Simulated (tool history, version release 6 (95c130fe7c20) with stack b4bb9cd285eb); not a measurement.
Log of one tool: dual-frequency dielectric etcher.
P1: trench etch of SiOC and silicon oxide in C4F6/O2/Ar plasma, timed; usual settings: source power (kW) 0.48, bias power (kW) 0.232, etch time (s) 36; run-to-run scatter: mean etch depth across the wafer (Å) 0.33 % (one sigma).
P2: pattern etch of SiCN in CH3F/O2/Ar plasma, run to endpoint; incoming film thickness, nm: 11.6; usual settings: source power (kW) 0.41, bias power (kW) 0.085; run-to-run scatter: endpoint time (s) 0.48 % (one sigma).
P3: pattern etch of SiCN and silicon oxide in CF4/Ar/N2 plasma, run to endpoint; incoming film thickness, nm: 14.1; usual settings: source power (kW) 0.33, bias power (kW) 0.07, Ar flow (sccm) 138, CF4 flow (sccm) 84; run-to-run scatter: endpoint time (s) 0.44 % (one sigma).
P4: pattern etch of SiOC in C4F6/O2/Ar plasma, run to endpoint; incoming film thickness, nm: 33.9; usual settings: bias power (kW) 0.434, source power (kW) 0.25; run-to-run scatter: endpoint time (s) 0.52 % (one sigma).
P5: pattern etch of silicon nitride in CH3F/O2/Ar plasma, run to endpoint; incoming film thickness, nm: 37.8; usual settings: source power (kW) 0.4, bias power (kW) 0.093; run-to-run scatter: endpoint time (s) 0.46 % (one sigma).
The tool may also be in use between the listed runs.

| run | hour | process that ran | source power (kW) | bias power (kW) | etch time (s) | Ar flow (sccm) | CF4 flow (sccm) | hours since the last wet clean | hours since the last source power generator calibration | hours since the last bias power generator calibration | mean etch depth across the wafer (Å) | endpoint time (s) |
|---|---|---|---|---|---|---|---|---|---|---|---|---|
| 1 | 6.1 | P1 | 0.48 | 0.232 | 36 |  |  | 286.5 | 434.9 | 656.1 | 833.97 |  |
| 2 | 10.2 | P5 | 0.26 | 0.093 |  |  |  | 290.6 | 439 | 660.2 |  | 59.033 |
| 3 | 15.3 | P1 | 0.65 | 0.232 | 36 |  |  | 295.7 | 444.1 | 665.3 | 937.39 |  |
| 4 | 24.1 | P3 | 0.33 | 0.07 |  | 84 | 84 | 304.5 | 452.9 | 674.1 |  | 19.753 |
| 5 | 28.4 | P3 | 0.33 | 0.07 |  | 138 | 116 | 308.8 | 457.2 | 678.4 |  | 20.343 |
| 6 | 36.8 | P1 | 0.48 | 0.232 | 36 |  |  | 317.2 | 465.6 | 686.8 | 831.64 |  |
| 7 | 43.8 | P1 | 0.48 | 0.232 | 46 |  |  | 324.2 | 472.6 | 693.8 | 1061.7 |  |
| 8 | 49.2 | P1 | 0.48 | 0.145 | 36 |  |  | 329.6 | 478 | 699.2 | 719.93 |  |
| 9 | 54.7 | P1 | 0.48 | 0.232 | 21.5 |  |  | 335.1 | 483.5 | 704.7 | 494.65 |  |
| 10 | 63.5 | P3 | 0.39 | 0.07 |  | 138 | 84 | 343.9 | 492.3 | 713.5 |  | 18.135 |
| 11 | 67.9 | P2 | 0.56 | 0.085 |  |  |  | 348.3 | 496.7 | 717.9 |  | 24.644 |
| 12 | 74.2 | P3 | 0.33 | 0.049 |  | 138 | 84 | 354.6 | 503 | 724.2 |  | 23.894 |
| 13 | 81.8 | P1 | 0.48 | 0.232 | 36 |  |  | 362.2 | 510.6 | 731.8 | 832.98 |  |
| 14 | 89.5 | P5 | 0.4 | 0.117 |  |  |  | 369.9 | 518.3 | 739.5 |  | 46.655 |
| 15 | 95.4 | P3 | 0.33 | 0.07 |  | 138 | 84 | 375.8 | 524.2 | 745.4 |  | 21.182 |
| 16 | 101.5 | P5 | 0.4 | 0.093 |  |  |  | 381.9 | 530.3 | 751.5 |  | 50.58 |
| 17 | 109.3 | P1 | 0.48 | 0.184 | 25.5 |  |  | 389.7 | 538.1 | 759.3 | 547.3 |  |
| 18 | 116.3 | P4 | 0.32 | 0.434 |  |  |  | 396.7 | 545.1 | 766.3 |  | 13.474 |
| 19 | 122.3 | P1 | 0.48 | 0.232 | 36 |  |  | 402.7 | 551.1 | 772.3 | 833.57 |  |
| 20 | 126.9 | P4 | 0.25 | 0.434 |  |  |  | 407.3 | 555.7 | 776.9 |  | 14.867 |
| 21 | 133.8 | P5 | 0.4 | 0.093 |  |  |  | 414.2 | 562.6 | 783.8 |  | 51.246 |
| 22 | 142.6 | P2 | 0.41 | 0.085 |  |  |  | 423 | 571.4 | 792.6 |  | 27.739 |
| 23 | 148 | P1 | 0.48 | 0.232 | 36 |  |  | 428.4 | 576.8 | 798 | 832.48 |  |
| 24 | 154.3 | P1 | 0.32 | 0.232 | 36 |  |  | 434.7 | 583.1 | 804.3 | 712.23 |  |
| 25 | 160.1 | P2 | 0.41 | 0.058 |  |  |  | 440.5 | 588.9 | 810.1 |  | 31.865 |
| 26 | 164 | P2 | 0.41 | 0.085 |  |  |  | 444.4 | 592.8 | 814 |  | 27.89 |
| 27 | 172.7 | P1 | 0.48 | 0.308 | 36 |  |  | 453.1 | 601.5 | 822.7 | 912.64 |  |
| 28 | 179 | P4 | 0.25 | 0.307 |  |  |  | 459.4 | 607.8 | 829 |  | 16.824 |
| 29 | 184.3 | P4 | 0.25 | 0.434 |  |  |  | 464.7 | 613.1 | 834.3 |  | 14.85 |
| 30 | 188.7 | P1 | 0.48 | 0.232 | 36 |  |  | 469.1 | 617.5 | 838.7 | 830.6 |  |
| 31 | 194.2 | P1 | 0.48 | 0.232 | 36 |  |  | 474.6 | 623 | 844.2 | 824.1 |  |
| 32 | 198.1 | P1 | 0.48 | 0.232 | 36 |  |  | 478.5 | 626.9 | 848.1 | 825.23 |  |
| 33 | 206.1 | P1 | 0.48 | 0.232 | 36 |  |  | 486.5 | 634.9 | 856.1 | 817.96 |  |
|  | 208.4 | wet clean of the chamber |
| 34 | 213.6 | P1 | 0.48 | 0.232 | 36 |  |  | 5.2 | 642.4 | 863.6 | 819.08 |  |
| 35 | 220.7 | P1 | 0.48 | 0.232 | 36 |  |  | 12.3 | 649.5 | 870.7 | 824.77 |  |
| 36 | 225.1 | P1 | 0.48 | 0.232 | 36 |  |  | 16.7 | 653.9 | 875.1 | 820.78 |  |

What P1 gives has crept away from where it was. These 2 causes fit the log equally well, each at the size given:
A: source power that arrives under what is set, % = 4.16
B: bias power that arrives under what is set, % = 4.87
The creep began at about hour 188.7.
Why every other cause is out:
chamber walls in a state that lowers the etch rate, %: serviced at hour 208.4, which brought nothing back

4 check runs are offered, each on 2 wafers whose results are averaged, their results left as question marks. Which one tells the causes apart?
| check 1 | 229.5 | P5 | 0.32 | 0.108 |  |  |  |  |  |  |  | ? |
| check 2 | 229.5 | P3 | 0.33 | 0.05 |  | 138 | 112 |  |  |  |  | ? |
| check 3 | 229.5 | P4 | 0.3 | 0.434 |  |  |  |  |  |  |  | ? |
| check 4 | 229.5 | P2 | 0.55 | 0.06 |  |  |  |  |  |  |  | ? |

What each check would give under each cause:
| check | result | if A | if B |
|---|---|---|---|
| check 1 | endpoint time (s) | 52.871 | 53.034 |
| check 2 | endpoint time (s) | 23.418 | 22.898 |
| check 3 | endpoint time (s) | 14.143 | 14.182 |
| check 4 | endpoint time (s) | 28.522 | 28.524 |
How far apart the two closest causes lie, in the result that separates them most: check 1 0.31 %; check 2 2.25 %; check 3 0.28 %; check 4 0.01 %
Only check 2 tells the causes apart: in the others they would give nearly the same result.

Check 2 was then run and gave: endpoint time (s) 23.536. Which cause is it?

It is A: source power that arrives under what is set, %.
